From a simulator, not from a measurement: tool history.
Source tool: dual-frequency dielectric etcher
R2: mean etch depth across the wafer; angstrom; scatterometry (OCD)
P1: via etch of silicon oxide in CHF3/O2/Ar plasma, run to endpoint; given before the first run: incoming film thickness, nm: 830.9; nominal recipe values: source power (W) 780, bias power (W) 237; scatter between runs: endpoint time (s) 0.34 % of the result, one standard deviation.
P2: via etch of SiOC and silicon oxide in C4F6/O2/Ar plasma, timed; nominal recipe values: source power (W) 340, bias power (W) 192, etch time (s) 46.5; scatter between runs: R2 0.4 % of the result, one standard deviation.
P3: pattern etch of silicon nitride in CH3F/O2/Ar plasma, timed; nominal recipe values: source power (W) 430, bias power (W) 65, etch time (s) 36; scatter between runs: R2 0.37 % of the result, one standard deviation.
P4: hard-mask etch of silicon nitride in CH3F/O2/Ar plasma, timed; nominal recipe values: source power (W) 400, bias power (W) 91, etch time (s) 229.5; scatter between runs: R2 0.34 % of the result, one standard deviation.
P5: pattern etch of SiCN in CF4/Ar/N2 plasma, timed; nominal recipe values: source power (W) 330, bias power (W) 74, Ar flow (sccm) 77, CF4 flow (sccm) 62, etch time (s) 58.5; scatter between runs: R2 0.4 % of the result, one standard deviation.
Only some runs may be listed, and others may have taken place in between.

run 1 day=0.542 | process_that_ran=P1 source_power_(W)=780 bias_power_(W)=237 | endpoint_time_(s)=338.25
run 2 day=0.988 | process_that_ran=P2 source_power_(W)=340 bias_power_(W)=241 etch_time_(s)=46.5 | R2=541.68
run 3 day=1.496 | process_that_ran=P5 source_power_(W)=330 bias_power_(W)=74 etch_time_(s)=58.5 Ar_flow_(sccm)=93 CF4_flow_(sccm)=62 | R2=379.23
run 4 day=1.979 | process_that_ran=P1 source_power_(W)=780 bias_power_(W)=237 | endpoint_time_(s)=337.84
run 5 day=2.542 | process_that_ran=P3 source_power_(W)=600 bias_power_(W)=65 etch_time_(s)=36 | R2=284
run 6 day=2.988 | process_that_ran=P3 source_power_(W)=430 bias_power_(W)=65 etch_time_(s)=36 | R2=249.56
run 7 day=3.692 | process_that_ran=P5 source_power_(W)=330 bias_power_(W)=74 etch_time_(s)=58.5 Ar_flow_(sccm)=77 CF4_flow_(sccm)=62 | R2=389.73
run 8 day=4.288 | process_that_ran=P2 source_power_(W)=340 bias_power_(W)=192 etch_time_(s)=46.5 | R2=500.26
run 9 day=4.892 | process_that_ran=P2 source_power_(W)=340 bias_power_(W)=192 etch_time_(s)=46.5 | R2=499.1
run 10 day=5.25 | process_that_ran=P5 source_power_(W)=330 bias_power_(W)=103 etch_time_(s)=58.5 Ar_flow_(sccm)=77 CF4_flow_(sccm)=62 | R2=440.23
run 11 day=6 | process_that_ran=P5 source_power_(W)=330 bias_power_(W)=74 etch_time_(s)=41.5 Ar_flow_(sccm)=77 CF4_flow_(sccm)=62 | R2=276.59
run 12 day=6.375 | process_that_ran=P4 source_power_(W)=400 bias_power_(W)=91 etch_time_(s)=312 | R2=2403.1
run 13 day=7.012 | process_that_ran=P1 source_power_(W)=780 bias_power_(W)=237 | endpoint_time_(s)=335.53
run 14 day=7.454 | process_that_ran=P5 source_power_(W)=270 bias_power_(W)=74 etch_time_(s)=58.5 Ar_flow_(sccm)=77 CF4_flow_(sccm)=62 | R2=326.89
run 15 day=7.879 | process_that_ran=P3 source_power_(W)=430 bias_power_(W)=65 etch_time_(s)=53 | R2=370.31
run 16 day=8.571 | process_that_ran=P1 source_power_(W)=780 bias_power_(W)=289 | endpoint_time_(s)=314.89
run 17 day=9.033 | process_that_ran=P5 source_power_(W)=330 bias_power_(W)=74 etch_time_(s)=58.5 Ar_flow_(sccm)=77 CF4_flow_(sccm)=84 | R2=406.18
run 18 day=9.533 | process_that_ran=P1 source_power_(W)=780 bias_power_(W)=143 | endpoint_time_(s)=398.53
run 19 day=9.962 | process_that_ran=P1 source_power_(W)=780 bias_power_(W)=237 | endpoint_time_(s)=336.07
run 20 day=10.383 | process_that_ran=P1 source_power_(W)=560 bias_power_(W)=237 | endpoint_time_(s)=382.17
run 21 day=10.717 | process_that_ran=P2 source_power_(W)=430 bias_power_(W)=192 etch_time_(s)=46.5 | R2=550.7
run 22 day=11.075 | process_that_ran=P1 source_power_(W)=780 bias_power_(W)=237 | endpoint_time_(s)=334.82

Run 23 has not been measured yet. What should we expect?
run 23 day=11.462 | process_that_ran=P2 source_power_(W)=340 bias_power_(W)=192 etch_time_(s)=64.5 | R2=?

R2: 694.15 angstrom
